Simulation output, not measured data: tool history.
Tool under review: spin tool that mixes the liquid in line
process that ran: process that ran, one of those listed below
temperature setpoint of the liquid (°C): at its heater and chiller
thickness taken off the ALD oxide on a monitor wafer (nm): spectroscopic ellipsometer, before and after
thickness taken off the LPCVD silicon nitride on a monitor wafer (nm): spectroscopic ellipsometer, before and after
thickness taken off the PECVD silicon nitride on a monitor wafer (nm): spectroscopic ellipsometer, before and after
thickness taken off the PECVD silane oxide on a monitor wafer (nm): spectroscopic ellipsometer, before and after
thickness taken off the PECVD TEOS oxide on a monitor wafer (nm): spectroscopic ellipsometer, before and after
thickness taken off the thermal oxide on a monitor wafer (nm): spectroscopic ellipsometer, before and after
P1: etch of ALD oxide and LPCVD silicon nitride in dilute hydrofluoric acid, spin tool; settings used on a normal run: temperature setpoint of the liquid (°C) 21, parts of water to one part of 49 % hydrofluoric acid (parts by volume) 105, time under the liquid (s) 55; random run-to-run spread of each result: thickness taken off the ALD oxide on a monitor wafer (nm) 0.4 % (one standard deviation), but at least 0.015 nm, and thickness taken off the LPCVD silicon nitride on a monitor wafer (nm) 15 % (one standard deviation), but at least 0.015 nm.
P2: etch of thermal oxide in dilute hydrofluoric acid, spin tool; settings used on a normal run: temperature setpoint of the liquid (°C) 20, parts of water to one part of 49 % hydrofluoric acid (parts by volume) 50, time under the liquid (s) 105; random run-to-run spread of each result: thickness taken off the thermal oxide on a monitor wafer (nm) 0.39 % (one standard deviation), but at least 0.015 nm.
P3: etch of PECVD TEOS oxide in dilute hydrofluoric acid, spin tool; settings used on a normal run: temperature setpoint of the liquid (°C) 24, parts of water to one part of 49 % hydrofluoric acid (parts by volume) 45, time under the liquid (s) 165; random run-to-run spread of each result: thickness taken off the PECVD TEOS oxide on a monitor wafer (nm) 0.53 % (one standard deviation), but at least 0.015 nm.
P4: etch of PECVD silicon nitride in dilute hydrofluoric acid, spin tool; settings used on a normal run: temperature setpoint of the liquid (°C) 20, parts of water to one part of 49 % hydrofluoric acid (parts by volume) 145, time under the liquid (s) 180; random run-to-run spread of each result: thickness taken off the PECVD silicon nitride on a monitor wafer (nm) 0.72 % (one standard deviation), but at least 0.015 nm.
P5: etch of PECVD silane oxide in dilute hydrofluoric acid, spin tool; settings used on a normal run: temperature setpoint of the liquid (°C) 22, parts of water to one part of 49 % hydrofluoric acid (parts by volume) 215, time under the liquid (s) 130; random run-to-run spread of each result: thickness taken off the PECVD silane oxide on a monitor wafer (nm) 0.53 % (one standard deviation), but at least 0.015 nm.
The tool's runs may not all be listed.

run,hour,process that ran,temperature setpoint of the liquid (°C),parts of water to one part of 49 % hydrofluoric acid (parts by volume),time under the liquid (s),hours since the thermometer was replaced,hours since the hydrofluoric acid flow meter was replaced,thickness taken off the ALD oxide on a monitor wafer (nm),thickness taken off the LPCVD silicon nitride on a monitor wafer (nm),thickness taken off the PECVD silicon nitride on a monitor wafer (nm),thickness taken off the PECVD silane oxide on a monitor wafer (nm),thickness taken off the PECVD TEOS oxide on a monitor wafer (nm),thickness taken off the thermal oxide on a monitor wafer (nm)
1,4.7,P1,21,105,55,968.5,499.4,6.2218,0.19716,,,,
2,12.3,P1,21,105,55,976.1,507,6.2574,0.12257,,,,
3,21.1,P4,20,145,310,984.9,515.8,,,4.7488,,,
4,29.8,P5,22,215,15,993.6,524.5,,,,1.7617,,
5,34.3,P3,24,45,165,998.1,529,,,,,46.064,
6,42.5,P3,24,20,165,1006.3,537.2,,,,,108.32,
7,48,P1,21,65,55,1011.8,542.7,10.572,0.30954,,,,
8,53.6,P3,17,45,165,1017.4,548.3,,,,,34.54,
9,62.5,P1,21,105,15,1026.3,557.2,1.7074,0.067677,,,,
10,67.3,P1,28,105,15,1031.1,562,2.2141,0.089873,,,,
11,71.8,P5,22,215,130,1035.6,566.5,,,,15.233,,
12,77.2,P4,20,250,180,1041,571.9,,,1.6794,,,
13,81.3,P1,21,105,55,1045.1,576,6.2475,0.2291,,,,
14,90.3,P2,28.5,50,105,1054.1,585,,,,,,12.268
15,99.2,P2,20,50,15,1063,593.9,,,,,,1.2554
16,103.3,P1,21,105,100,1067.1,598,11.25,0.34638,,,,
17,107.7,P3,24,45,15,1071.5,602.4,,,,,4.1966,
# hour 113.7: thermometer replaced
18,115.9,P5,17,215,130,2.2,610.6,,,,12.524,,
19,123.1,P2,20,30,105,9.4,617.8,,,,,,14.805
20,127.4,P1,21,105,55,13.7,622.1,6.2722,0.17707,,,,
21,136.3,P4,17,145,180,22.6,631,,,2.2766,,,
22,143.2,P1,25.5,105,55,29.5,637.9,7.4652,0.2241,,,,
23,149.5,P5,22,40,130,35.8,644.2,,,,99.087,,
24,155.5,P4,20,145,180,41.8,650.2,,,2.7953,,,
25,160.1,P1,21,105,55,46.4,654.8,6.2259,0.16013,,,,

Forecast run 26:
26,168.6,P5,22,215,130,54.9,663.3,,,,?,,

{"run 26": {"thickness taken off the PECVD silane oxide on a monitor wafer (nm)": 15.124}}
